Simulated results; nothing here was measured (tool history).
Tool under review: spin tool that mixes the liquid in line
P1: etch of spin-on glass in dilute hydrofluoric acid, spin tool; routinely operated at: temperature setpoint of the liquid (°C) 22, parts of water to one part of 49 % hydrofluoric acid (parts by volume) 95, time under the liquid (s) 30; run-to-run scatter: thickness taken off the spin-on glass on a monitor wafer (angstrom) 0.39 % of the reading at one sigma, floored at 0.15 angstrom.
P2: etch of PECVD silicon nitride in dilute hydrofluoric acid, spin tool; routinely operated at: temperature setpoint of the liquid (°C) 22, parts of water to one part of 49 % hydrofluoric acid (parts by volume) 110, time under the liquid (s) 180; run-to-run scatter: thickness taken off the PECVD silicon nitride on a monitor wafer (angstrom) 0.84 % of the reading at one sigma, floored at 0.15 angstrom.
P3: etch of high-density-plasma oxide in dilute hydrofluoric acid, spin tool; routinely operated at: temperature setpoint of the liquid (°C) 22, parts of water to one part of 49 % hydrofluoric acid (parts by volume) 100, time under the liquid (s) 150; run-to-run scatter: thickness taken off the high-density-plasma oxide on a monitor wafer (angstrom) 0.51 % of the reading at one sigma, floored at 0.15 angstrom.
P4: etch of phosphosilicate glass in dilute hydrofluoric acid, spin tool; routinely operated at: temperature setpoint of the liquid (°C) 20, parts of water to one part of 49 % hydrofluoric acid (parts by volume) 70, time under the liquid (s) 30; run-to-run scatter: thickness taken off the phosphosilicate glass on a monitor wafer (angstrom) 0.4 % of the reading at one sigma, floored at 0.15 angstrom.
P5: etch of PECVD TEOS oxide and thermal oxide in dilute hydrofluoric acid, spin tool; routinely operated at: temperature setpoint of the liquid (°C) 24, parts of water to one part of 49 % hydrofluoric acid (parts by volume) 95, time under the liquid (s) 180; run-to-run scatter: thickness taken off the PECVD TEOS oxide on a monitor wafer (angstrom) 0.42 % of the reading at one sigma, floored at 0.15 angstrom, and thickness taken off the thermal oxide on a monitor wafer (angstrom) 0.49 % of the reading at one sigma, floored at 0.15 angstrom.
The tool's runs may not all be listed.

run,hour,process that ran,temperature setpoint of the liquid (°C),parts of water to one part of 49 % hydrofluoric acid (parts by volume),time under the liquid (s),thickness taken off the spin-on glass on a monitor wafer (angstrom),thickness taken off the phosphosilicate glass on a monitor wafer (angstrom),thickness taken off the high-density-plasma oxide on a monitor wafer (angstrom),thickness taken off the PECVD silicon nitride on a monitor wafer (angstrom),thickness taken off the PECVD TEOS oxide on a monitor wafer (angstrom),thickness taken off the thermal oxide on a monitor wafer (angstrom)
1,5.6,P1,22,95,30,204.77,,,,,
2,10.8,P1,17,95,30,166.92,,,,,
3,15,P4,20,70,55,,835.7,,,,
4,21.1,P1,22,55,30,372.99,,,,,
5,26.7,P3,17,100,150,,,72.927,,,
6,31.9,P4,20,70,30,,457.11,,,,
7,36,P1,22,150,30,121.17,,,,,
8,39.6,P1,22,95,30,204.51,,,,,
9,44.2,P1,17,95,50,276.43,,,,,
10,49.1,P4,24.5,70,30,,547.09,,,,
11,55.9,P4,20,20,30,,1700.4,,,,
12,62.9,P1,22,95,30,204.81,,,,,
13,70.5,P2,28,110,180,,,,46.995,,
14,76.3,P1,27,95,30,251.22,,,,,
15,83.5,P1,22,95,30,203.92,,,,,
16,90.2,P3,22,100,150,,,89.627,,,
17,95.1,P5,24,95,355,,,,,358.52,171.75
18,100.5,P5,24,95,180,,,,,182.01,85.92
19,104.5,P3,22,155,150,,,54.436,,,
20,109.8,P1,22,95,30,203.84,,,,,
21,114.1,P5,24,160,180,,,,,99.334,47.762
22,120.2,P1,22,95,30,205.03,,,,,
23,124.5,P2,22,170,180,,,,20.518,,
24,129,P5,24,95,180,,,,,182.67,85.236
25,133.8,P2,22,110,360,,,,63.373,,
26,140.8,P1,22,95,30,204.53,,,,,
27,147.5,P1,22,95,65,442.5,,,,,
28,154.1,P1,22,95,15,102.04,,,,,
29,159.1,P5,18,95,180,,,,,142.25,67.113
30,165.8,P3,22,100,150,,,89.247,,,
31,169.7,P3,22,100,275,,,164.05,,,

What will run 32 give?
32,176.1,P2,22,110,180,,,,?,,

thickness taken off the PECVD silicon nitride on a monitor wafer (angstrom): 31.656
